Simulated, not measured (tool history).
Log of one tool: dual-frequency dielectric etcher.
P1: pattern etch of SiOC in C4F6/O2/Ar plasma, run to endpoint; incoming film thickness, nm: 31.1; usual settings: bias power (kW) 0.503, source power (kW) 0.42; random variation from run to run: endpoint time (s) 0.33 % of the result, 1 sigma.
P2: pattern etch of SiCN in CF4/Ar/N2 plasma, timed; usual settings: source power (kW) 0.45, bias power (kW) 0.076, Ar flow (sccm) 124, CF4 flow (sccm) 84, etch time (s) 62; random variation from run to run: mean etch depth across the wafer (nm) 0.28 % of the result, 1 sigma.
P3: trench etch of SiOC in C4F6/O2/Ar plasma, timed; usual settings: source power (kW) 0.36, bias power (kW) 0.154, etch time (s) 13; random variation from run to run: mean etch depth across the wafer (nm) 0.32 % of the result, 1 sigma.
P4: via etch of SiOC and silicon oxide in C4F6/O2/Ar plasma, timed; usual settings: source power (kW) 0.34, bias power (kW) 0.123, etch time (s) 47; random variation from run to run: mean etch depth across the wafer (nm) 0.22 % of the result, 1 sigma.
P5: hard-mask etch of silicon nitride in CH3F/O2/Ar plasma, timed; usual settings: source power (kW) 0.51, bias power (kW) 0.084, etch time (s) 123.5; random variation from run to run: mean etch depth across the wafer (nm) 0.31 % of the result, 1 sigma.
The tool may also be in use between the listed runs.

run,hour,process that ran,bias power (kW),source power (kW),etch time (s),Ar flow (sccm),CF4 flow (sccm),hours since the last wet clean,hours since the last bias power generator calibration,hours since the last source power generator calibration,endpoint time (s),mean etch depth across the wafer (nm)
1,6.7,P1,0.503,0.42,,,,216.3,2078.1,2620.8,10.425,
2,14.6,P3,0.154,0.36,9,,,224.2,2086,2628.7,,17.264
3,20.2,P3,0.154,0.46,13,,,229.8,2091.6,2634.3,,27.278
4,30.1,P5,0.084,0.51,68,,,239.7,2101.5,2644.2,,55.701
5,42.4,P1,0.503,0.42,,,,252,2113.8,2656.5,10.437,
6,52.3,P5,0.084,0.4,123.5,,,261.9,2123.7,2666.4,,92.32
7,62.3,P2,0.076,0.45,83,124,84,271.9,2133.7,2676.4,,76.261
8,73.3,P1,0.503,0.57,,,,282.9,2144.7,2687.4,9.2957,
9,83.9,P2,0.051,0.45,62,124,84,293.5,2155.3,2698,,49.492
10,92.5,P1,0.641,0.55,,,,302.1,2163.9,2706.6,8.5987,
11,102.5,P5,0.084,0.51,123.5,,,312.1,2173.9,2716.6,,101.16
12,113.8,P4,0.123,0.26,47,,,323.4,2185.2,2727.9,,38.674
13,124.9,P4,0.148,0.34,47,,,334.5,2196.3,2739,,45.287
14,131.3,P1,0.503,0.42,,,,340.9,2202.7,2745.4,10.416,
15,136.7,P1,0.503,0.42,,,,346.3,2208.1,2750.8,10.411,
16,143.9,P1,0.616,0.42,,,,353.5,2215.3,2758,9.5814,
17,153.2,P3,0.154,0.36,13,,,362.8,2224.6,2767.3,,24.779
18,162.2,P1,0.503,0.42,,,,371.8,2233.6,2776.3,10.417,
19,168.1,P2,0.076,0.45,62,124,117,377.7,2239.5,2782.2,,59.76
20,176.5,P1,0.503,0.42,,,,386.1,2247.9,2790.6,10.375,
21,182.9,P2,0.076,0.56,62,124,84,392.5,2254.3,2797,,68.811
22,193.1,P4,0.123,0.34,47,,,402.7,2264.5,2807.2,,42.834
23,202,P1,0.503,0.32,,,,411.6,2273.4,2816.1,11.471,
24,209.5,P2,0.076,0.45,62,95,84,419.1,2280.9,2823.6,,58.96
25,218.2,P5,0.057,0.51,123.5,,,427.8,2289.6,2832.3,,88.636
26,224,P3,0.184,0.36,13,,,433.6,2295.4,2838.1,,26.185
27,236.3,P4,0.123,0.34,58,,,445.9,2307.7,2850.4,,52.874
28,245.3,P1,0.321,0.42,,,,454.9,2316.7,2859.4,12.186,
29,255.3,P2,0.076,0.45,62,124,84,464.9,2326.7,2869.4,,56.892
30,263.7,P1,0.503,0.42,,,,473.3,2335.1,2877.8,10.414,
31,272.9,P1,0.503,0.42,,,,482.5,2344.3,2887,10.335,
32,283.7,P1,0.503,0.42,,,,493.3,2355.1,2897.8,10.325,
33,289.7,P1,0.503,0.42,,,,499.3,2361.1,2903.8,10.281,
34,295.7,P1,0.503,0.42,,,,505.3,2367.1,2909.8,10.315,
35,301.6,P1,0.503,0.42,,,,511.2,2373,2915.7,10.238,
36,312.2,P1,0.503,0.42,,,,521.8,2383.6,2926.3,10.249,
# hour 316.8: wet clean of the chamber
37,324.2,P1,0.503,0.42,,,,7.5,2395.6,2938.3,10.248,
38,334.3,P1,0.503,0.42,,,,17.6,2405.7,2948.4,10.272,
39,340.4,P1,0.503,0.42,,,,23.7,2411.8,2954.5,10.213,

What P1 gives has crept away from where it was. These 2 causes fit the log equally well, each at the size given:
A: bias power that arrives over what is set, % = 4.46
B: source power that arrives over what is set, % = 4.52
The creep began at about hour 263.7.
Why every other cause is out:
chamber walls in a state that raises the etch rate, %: serviced at hour 316.8, which brought nothing back

4 check runs are offered, one wafer each, their results left as question marks. Which one tells the causes apart?
check 1,346.5,P3,0.154,0.36,13,,,,,,,?
check 2,346.5,P5,0.084,0.51,123.5,,,,,,,?
check 3,346.5,P4,0.123,0.34,47,,,,,,,?
check 4,346.5,P2,0.076,0.45,62,124,84,,,,,?

What each check would give under each cause:
check,result,if A,if B
check 1,mean etch depth across the wafer (nm),25.11,25.206
check 2,mean etch depth across the wafer (nm),102.93,103.07
check 3,mean etch depth across the wafer (nm),43.413,43.603
check 4,mean etch depth across the wafer (nm),57.788,59.152
How far apart the two closest causes lie, in the result that separates them most: check 1 0.38 %; check 2 0.14 %; check 3 0.44 %; check 4 2.33 %
Check 4 tells the causes apart: in the others they would give nearly the same result.

Check 4 was then run and gave: mean etch depth across the wafer (nm) 59.114. Which cause is it?

It is B: source power that arrives over what is set, %.
